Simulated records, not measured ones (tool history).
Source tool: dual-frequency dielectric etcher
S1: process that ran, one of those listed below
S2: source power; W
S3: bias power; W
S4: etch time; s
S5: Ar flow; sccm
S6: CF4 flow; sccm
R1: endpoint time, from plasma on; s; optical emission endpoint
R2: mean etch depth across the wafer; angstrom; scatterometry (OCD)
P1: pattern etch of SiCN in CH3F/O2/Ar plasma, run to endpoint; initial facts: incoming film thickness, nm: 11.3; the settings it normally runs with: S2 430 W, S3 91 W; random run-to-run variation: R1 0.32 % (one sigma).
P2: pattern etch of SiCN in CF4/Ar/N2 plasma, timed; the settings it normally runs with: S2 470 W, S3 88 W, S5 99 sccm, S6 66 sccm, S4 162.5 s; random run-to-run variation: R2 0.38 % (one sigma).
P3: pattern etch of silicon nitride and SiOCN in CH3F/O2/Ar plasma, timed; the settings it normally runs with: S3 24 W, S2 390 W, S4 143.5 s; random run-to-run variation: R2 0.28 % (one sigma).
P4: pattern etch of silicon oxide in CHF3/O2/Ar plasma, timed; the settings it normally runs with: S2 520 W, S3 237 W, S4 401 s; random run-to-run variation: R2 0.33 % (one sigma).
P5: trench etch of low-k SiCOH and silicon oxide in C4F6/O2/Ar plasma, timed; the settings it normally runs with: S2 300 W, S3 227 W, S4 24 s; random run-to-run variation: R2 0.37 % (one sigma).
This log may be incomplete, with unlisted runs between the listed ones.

run 1 hour=7.8 | S1=P1 S2=430 S3=91 | R1=26.568
run 2 hour=12.8 | S1=P1 S2=430 S3=91 | R1=26.541
run 3 hour=21.1 | S1=P1 S2=430 S3=91 | R1=26.484
run 4 hour=27.4 | S1=P3 S2=390 S3=24 S4=143.5 | R2=191.18
run 5 hour=34.6 | S1=P1 S2=430 S3=91 | R1=26.437
run 6 hour=42.3 | S1=P2 S2=470 S3=88 S4=162.5 S5=99 S6=66 | R2=1538.7
run 7 hour=48.2 | S1=P3 S2=390 S3=24 S4=143.5 | R2=191.53
run 8 hour=55.3 | S1=P3 S2=390 S3=18 S4=143.5 | R2=169.53
run 9 hour=63.2 | S1=P2 S2=470 S3=108 S4=162.5 S5=99 S6=66 | R2=1659.6
run 10 hour=68.2 | S1=P1 S2=570 S3=125 | R1=21.258
run 11 hour=72.8 | S1=P1 S2=560 S3=91 | R1=24.012
run 12 hour=81.6 | S1=P4 S2=520 S3=237 S4=220.5 | R2=4522.9
run 13 hour=88.7 | S1=P5 S2=380 S3=227 S4=24 | R2=776.79
run 14 hour=95.6 | S1=P3 S2=230 S3=24 S4=143.5 | R2=160.41
run 15 hour=100.7 | S1=P1 S2=300 S3=91 | R1=30.308
run 16 hour=109.9 | S1=P4 S2=520 S3=167 S4=401 | R2=7253.6
run 17 hour=117.9 | S1=P5 S2=300 S3=227 S4=24 | R2=709.02
run 18 hour=125.4 | S1=P2 S2=470 S3=88 S4=213.5 S5=99 S6=66 | R2=2024.5
run 19 hour=130.2 | S1=P1 S2=430 S3=91 | R1=26.503
run 20 hour=136.9 | S1=P4 S2=520 S3=237 S4=401 | R2=8196.4
run 21 hour=143.1 | S1=P2 S2=470 S3=88 S4=162.5 S5=99 S6=89 | R2=1597.3
run 22 hour=147.5 | S1=P1 S2=430 S3=125 | R1=23.63
run 23 hour=155.7 | S1=P2 S2=620 S3=88 S4=162.5 S5=99 S6=66 | R2=1972
run 24 hour=163.7 | S1=P1 S2=540 S3=125 | R1=21.774
run 25 hour=170 | S1=P5 S2=300 S3=227 S4=14 | R2=411

Run 26 is up next; what results do you expect?
run 26 hour=174.7 | S1=P1 S2=430 S3=70 | R1=?

For run 26 the tool returned R1 29.194 s.

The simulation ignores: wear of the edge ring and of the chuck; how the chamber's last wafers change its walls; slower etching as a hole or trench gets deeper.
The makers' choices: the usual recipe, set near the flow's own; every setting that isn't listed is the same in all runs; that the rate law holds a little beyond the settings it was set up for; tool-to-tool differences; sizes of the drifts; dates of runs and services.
